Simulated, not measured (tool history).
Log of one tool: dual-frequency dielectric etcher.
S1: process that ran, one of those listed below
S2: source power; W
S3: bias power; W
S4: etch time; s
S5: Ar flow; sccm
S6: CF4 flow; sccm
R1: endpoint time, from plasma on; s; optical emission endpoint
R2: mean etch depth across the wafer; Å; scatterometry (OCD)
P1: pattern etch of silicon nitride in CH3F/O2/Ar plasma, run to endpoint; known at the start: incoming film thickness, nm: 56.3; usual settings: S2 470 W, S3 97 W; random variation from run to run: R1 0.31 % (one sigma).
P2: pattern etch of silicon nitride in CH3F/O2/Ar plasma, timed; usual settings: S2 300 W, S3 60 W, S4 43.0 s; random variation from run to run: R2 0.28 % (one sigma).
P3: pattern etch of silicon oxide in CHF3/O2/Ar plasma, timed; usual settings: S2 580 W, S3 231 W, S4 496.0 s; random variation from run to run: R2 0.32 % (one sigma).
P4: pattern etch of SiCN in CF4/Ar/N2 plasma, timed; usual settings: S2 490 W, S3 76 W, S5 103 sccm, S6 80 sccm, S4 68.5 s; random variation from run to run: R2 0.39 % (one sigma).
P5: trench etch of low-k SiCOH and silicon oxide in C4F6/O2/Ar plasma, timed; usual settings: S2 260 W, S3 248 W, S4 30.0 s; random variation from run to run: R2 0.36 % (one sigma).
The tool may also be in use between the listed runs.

{"run": 1, "hour": 6.6, "S1": "P1", "S2": 470, "S3": 97, "R1": 68.039}
{"run": 2, "hour": 12.1, "S1": "P5", "S2": 160, "S3": 248, "S4": 30.0, "R2": 718.13}
{"run": 3, "hour": 20.1, "S1": "P3", "S2": 580, "S3": 183, "S4": 496.0, "R2": 9842.4}
{"run": 4, "hour": 26.0, "S1": "P4", "S2": 490, "S3": 76, "S4": 68.5, "S5": 103, "S6": 80, "R2": 677.33}
{"run": 5, "hour": 31.1, "S1": "P1", "S2": 470, "S3": 78, "R1": 73.425}
{"run": 6, "hour": 35.8, "S1": "P1", "S2": 470, "S3": 97, "R1": 68.293}
{"run": 7, "hour": 41.4, "S1": "P5", "S2": 260, "S3": 248, "S4": 30.0, "R2": 856.72}
{"run": 8, "hour": 45.9, "S1": "P5", "S2": 260, "S3": 168, "S4": 30.0, "R2": 751.58}
{"run": 9, "hour": 53.1, "S1": "P5", "S2": 260, "S3": 248, "S4": 30.0, "R2": 857.51}
{"run": 10, "hour": 59.2, "S1": "P4", "S2": 490, "S3": 76, "S4": 68.5, "S5": 103, "S6": 100, "R2": 699.31}
{"run": 11, "hour": 66.2, "S1": "P3", "S2": 580, "S3": 231, "S4": 384.0, "R2": 8288.1}
{"run": 12, "hour": 70.4, "S1": "P1", "S2": 600, "S3": 134, "R1": 54.982}
{"run": 13, "hour": 74.2, "S1": "P4", "S2": 490, "S3": 76, "S4": 97.0, "S5": 103, "S6": 80, "R2": 953.75}
{"run": 14, "hour": 80.0, "S1": "P4", "S2": 310, "S3": 76, "S4": 68.5, "S5": 103, "S6": 80, "R2": 451.47}
{"run": 15, "hour": 86.2, "S1": "P2", "S2": 300, "S3": 60, "S4": 43.0, "R2": 251.2}
{"run": 16, "hour": 91.5, "S1": "P1", "S2": 470, "S3": 97, "R1": 67.757}
{"run": 17, "hour": 95.4, "S1": "P1", "S2": 470, "S3": 137, "R1": 59.485}
{"run": 18, "hour": 99.0, "S1": "P4", "S2": 490, "S3": 76, "S4": 68.5, "S5": 126, "S6": 80, "R2": 651.85}
{"run": 19, "hour": 107.1, "S1": "P3", "S2": 750, "S3": 231, "S4": 496.0, "R2": 11727.0}
{"run": 20, "hour": 113.8, "S1": "P2", "S2": 300, "S3": 85, "S4": 43.0, "R2": 283.25}
{"run": 21, "hour": 120.0, "S1": "P1", "S2": 630, "S3": 97, "R1": 61.193}
{"run": 22, "hour": 124.0, "S1": "P2", "S2": 300, "S3": 60, "S4": 33.5, "R2": 196.68}
{"run": 23, "hour": 130.0, "S1": "P1", "S2": 470, "S3": 97, "R1": 68.267}
{"run": 24, "hour": 137.1, "S1": "P2", "S2": 420, "S3": 60, "S4": 43.0, "R2": 285.71}
{"run": 25, "hour": 141.4, "S1": "P3", "S2": 580, "S3": 231, "S4": 496.0, "R2": 10640.0}
{"run": 26, "hour": 145.5, "S1": "P4", "S2": 490, "S3": 104, "S4": 68.5, "S5": 103, "S6": 80, "R2": 750.74}
{"run": 27, "hour": 152.9, "S1": "P2", "S2": 300, "S3": 60, "S4": 43.0, "R2": 251.81}
{"run": 28, "hour": 157.7, "S1": "P5", "S2": 260, "S3": 248, "S4": 16.5, "R2": 472.99}
{"run": 29, "hour": 163.2, "S1": "P1", "S2": 300, "S3": 97, "R1": 79.883}
{"run": 30, "hour": 170.3, "S1": "P1", "S2": 470, "S3": 97, "R1": 67.986}
{"run": 31, "hour": 178.4, "S1": "P1", "S2": 470, "S3": 97, "R1": 67.807}
{"run": 32, "hour": 185.1, "S1": "P1", "S2": 470, "S3": 97, "R1": 67.9}
{"run": 33, "hour": 190.8, "S1": "P1", "S2": 470, "S3": 97, "R1": 67.891}
{"run": 34, "hour": 196.6, "S1": "P1", "S2": 470, "S3": 97, "R1": 68.694}
{"run": 35, "hour": 203.2, "S1": "P1", "S2": 470, "S3": 97, "R1": 69.089}
{"run": 36, "hour": 208.0, "S1": "P1", "S2": 470, "S3": 97, "R1": 68.983}
{"run": 37, "hour": 212.4, "S1": "P1", "S2": 470, "S3": 97, "R1": 68.826}
{"hour": 213.0, "done": "wet clean of the chamber"}
{"run": 38, "hour": 219.0, "S1": "P1", "S2": 470, "S3": 97, "R1": 69.191}
{"run": 39, "hour": 223.1, "S1": "P1", "S2": 470, "S3": 97, "R1": 68.935}
{"run": 40, "hour": 231.4, "S1": "P1", "S2": 470, "S3": 97, "R1": 68.93}

What P1 gives has crept away from where it was. These 2 causes fit the log equally well, each at the size given:
A: source power that arrives under what is set, % = 4.04
B: bias power that arrives under what is set, % = 4.2
The creep began at about hour 190.8.
Why every other cause is out:
chamber walls in a state that lowers the etch rate, %: serviced at hour 213.0, which brought nothing back

4 check runs are offered, each on 2 wafers whose results are averaged, their results left as question marks. Which one tells the causes apart?
{"run": "check 1", "hour": 239.7, "S1": "P2", "S2": 300, "S3": 60, "S4": 43.0, "R2": "?"}
{"run": "check 2", "hour": 239.7, "S1": "P5", "S2": 260, "S3": 248, "S4": 30.0, "R2": "?"}
{"run": "check 3", "hour": 239.7, "S1": "P4", "S2": 490, "S3": 76, "S4": 68.5, "S5": 103, "S6": 80, "R2": "?"}
{"run": "check 4", "hour": 239.7, "S1": "P3", "S2": 580, "S3": 231, "S4": 496.0, "R2": "?"}

What each check would give under each cause:
check=check_1 result=R2 if_A=247.46 if_B=247.80
check=check_2 result=R2 if_A=845.21 if_B=845.90
check=check_3 result=R2 if_A=651.05 if_B=665.27
check=check_4 result=R2 if_A=10474.00 if_B=10478.00
How far apart the two closest causes lie, in the result that separates them most: check 1 0.14 %; check 2 0.08 %; check 3 2.16 %; check 4 0.04 %
Check 3 tells the causes apart: in the others they would give nearly the same result.

Then check 3 was run and gave: R2 652.29 Å. Which cause is it?

It is A: source power that arrives under what is set, %.

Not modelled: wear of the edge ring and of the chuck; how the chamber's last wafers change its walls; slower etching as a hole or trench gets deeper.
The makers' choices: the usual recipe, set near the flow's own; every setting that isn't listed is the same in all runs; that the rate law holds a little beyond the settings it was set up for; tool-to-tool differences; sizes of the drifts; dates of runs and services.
